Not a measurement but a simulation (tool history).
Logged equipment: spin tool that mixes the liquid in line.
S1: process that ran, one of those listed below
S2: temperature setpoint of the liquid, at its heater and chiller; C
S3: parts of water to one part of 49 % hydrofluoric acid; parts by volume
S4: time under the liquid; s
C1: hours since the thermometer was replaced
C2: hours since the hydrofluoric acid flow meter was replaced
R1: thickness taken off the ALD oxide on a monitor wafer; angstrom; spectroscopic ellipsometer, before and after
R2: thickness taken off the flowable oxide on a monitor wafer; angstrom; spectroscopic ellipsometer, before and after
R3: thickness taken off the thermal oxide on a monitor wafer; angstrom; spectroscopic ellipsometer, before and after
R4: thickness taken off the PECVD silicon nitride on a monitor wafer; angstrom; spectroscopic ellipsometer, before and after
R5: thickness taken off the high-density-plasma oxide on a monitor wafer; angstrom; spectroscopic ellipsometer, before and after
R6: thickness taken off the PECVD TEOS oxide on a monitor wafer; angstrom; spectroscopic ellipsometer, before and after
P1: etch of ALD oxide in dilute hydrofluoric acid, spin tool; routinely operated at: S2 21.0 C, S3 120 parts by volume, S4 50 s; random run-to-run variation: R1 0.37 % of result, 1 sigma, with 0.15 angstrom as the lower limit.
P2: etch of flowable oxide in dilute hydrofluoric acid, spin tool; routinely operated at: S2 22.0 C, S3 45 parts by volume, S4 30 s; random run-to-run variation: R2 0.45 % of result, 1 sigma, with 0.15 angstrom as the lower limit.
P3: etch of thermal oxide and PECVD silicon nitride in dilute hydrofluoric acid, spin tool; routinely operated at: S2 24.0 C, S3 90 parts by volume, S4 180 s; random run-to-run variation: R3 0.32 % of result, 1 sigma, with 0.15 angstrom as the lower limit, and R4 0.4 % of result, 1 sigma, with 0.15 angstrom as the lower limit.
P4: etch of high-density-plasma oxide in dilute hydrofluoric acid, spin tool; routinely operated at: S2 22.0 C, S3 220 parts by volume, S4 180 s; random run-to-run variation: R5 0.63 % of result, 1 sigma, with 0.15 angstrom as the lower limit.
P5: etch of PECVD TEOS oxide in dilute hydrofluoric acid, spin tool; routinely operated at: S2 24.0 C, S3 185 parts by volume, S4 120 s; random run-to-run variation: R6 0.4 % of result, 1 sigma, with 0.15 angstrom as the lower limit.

run,hour,S1,S2,S3,S4,C1,C2,R1,R2,R3,R4,R5,R6
1,3.1,P1,21.0,120,50,231.6,395.9,115.830,,,,,
2,5.6,P1,17.0,120,50,234.1,398.4,98.785,,,,,
3,10.1,P2,22.0,45,15,238.6,402.9,,185.01,,,,
4,12.2,P1,21.0,120,50,240.7,405.0,116.970,,,,,
5,14.9,P3,24.0,90,180,243.4,407.7,,,97.836,111.360,,
6,19.2,P4,22.0,220,180,247.7,412.0,,,,,40.740,
7,23.9,P3,24.0,90,320,252.4,416.7,,,173.640,199.000,,
8,26.3,P1,21.0,120,50,254.8,419.1,116.960,,,,,
9,30.4,P1,21.0,120,15,258.9,423.2,35.105,,,,,
10,33.2,P5,24.0,285,120,261.7,426.0,,,,,,60.50
11,36.3,P1,21.0,160,75,264.8,429.1,125.110,,,,,
12,39.1,P1,21.0,220,50,267.6,431.9,57.097,,,,,
13,41.3,P2,22.0,30,30,269.8,434.1,,562.52,,,,
14,45.6,P5,31.0,185,120,274.1,438.4,,,,,,133.69
15,50.1,P3,24.0,125,180,278.6,442.9,,,67.476,80.920,,
16,53.2,P5,24.0,185,195,281.7,446.0,,,,,,167.51
17,56.0,P2,17.0,45,30,284.5,448.8,,298.10,,,,
18,58.8,P4,22.0,220,260,287.3,451.6,,,,,58.095,
19,61.7,P1,21.0,120,50,290.2,454.5,116.410,,,,,
20,64.1,P1,21.0,120,50,292.6,456.9,115.980,,,,,
21,67.8,P1,21.0,65,50,296.3,460.6,230.480,,,,,
22,70.2,P5,24.0,185,120,298.7,463.0,,,,,,102.92
23,74.4,P1,21.0,120,75,302.9,467.2,174.050,,,,,
# hour 74.7: thermometer replaced
24,77.5,P2,22.0,45,30,2.9,470.3,,367.54,,,,
25,81.5,P4,22.0,100,180,6.9,474.3,,,,,101.120,
26,86.1,P4,22.0,220,180,11.5,478.9,,,,,40.631,
27,90.3,P2,22.0,45,30,15.7,483.1,,372.30,,,,
28,92.9,P1,27.5,120,50,18.3,485.7,149.750,,,,,
29,97.6,P4,18.0,220,180,23.0,490.4,,,,,34.793,
30,101.3,P3,19.5,90,180,26.7,494.1,,,81.457,83.175,,
31,103.4,P3,24.0,90,180,28.8,496.2,,,97.198,111.660,,
32,106.9,P1,21.0,120,50,32.3,499.7,115.630,,,,,
33,110.7,P1,21.0,120,50,36.1,503.5,112.290,,,,,
34,114.2,P1,21.0,120,50,39.6,507.0,110.130,,,,,
35,117.9,P1,21.0,120,50,43.3,510.7,109.920,,,,,
36,120.0,P1,21.0,120,50,45.4,512.8,108.880,,,,,
37,123.1,P1,21.0,120,50,48.5,515.9,109.140,,,,,
38,126.5,P1,21.0,120,50,51.9,519.3,107.990,,,,,
39,129.4,P1,21.0,120,50,54.8,522.2,107.600,,,,,

P1 no longer gives what it gave before; its output has crept away from where it was. The following 2 causes, each at its listed size, fit the log equally well:
A: hydrofluoric acid flow below the setpoint (%) = 6.27
B: liquid colder than its thermometer reads (K) = 1.82
At approximately hour 106.9, the process output began to creep.

Question marks stand in for the results of the 4 check runs listed below, each run on one wafer. Under which run would the listed causes show clearly different results?
check 1,132.3,P3,24.0,90,180,,,,,?,?,,
check 2,132.3,P5,24.0,185,120,,,,,,,,?
check 3,132.3,P4,22.0,220,180,,,,,,,?,
check 4,132.3,P2,22.0,45,30,,,,?,,,,

Expected result of each check under each candidate cause:
check,result,if A,if B
check 1,R3,90.676,90.585
check 1,R4,105.020,99.155
check 2,R6,95.444,96.367
check 3,R5,37.338,37.745
check 4,R2,344.94,342.06
Per-check spread between the two closest causes, in the result where they differ most: check 1 5.75 %; check 2 0.96 %; check 3 1.08 %; check 4 0.84 %
Check 1 tells the causes apart: in the others they would give nearly the same result.

After running check 1, the following was obtained: R3 90.907 angstrom; R4 104.940 angstrom. Which cause does this point to?

A is the cause: hydrofluoric acid flow below the setpoint (%).

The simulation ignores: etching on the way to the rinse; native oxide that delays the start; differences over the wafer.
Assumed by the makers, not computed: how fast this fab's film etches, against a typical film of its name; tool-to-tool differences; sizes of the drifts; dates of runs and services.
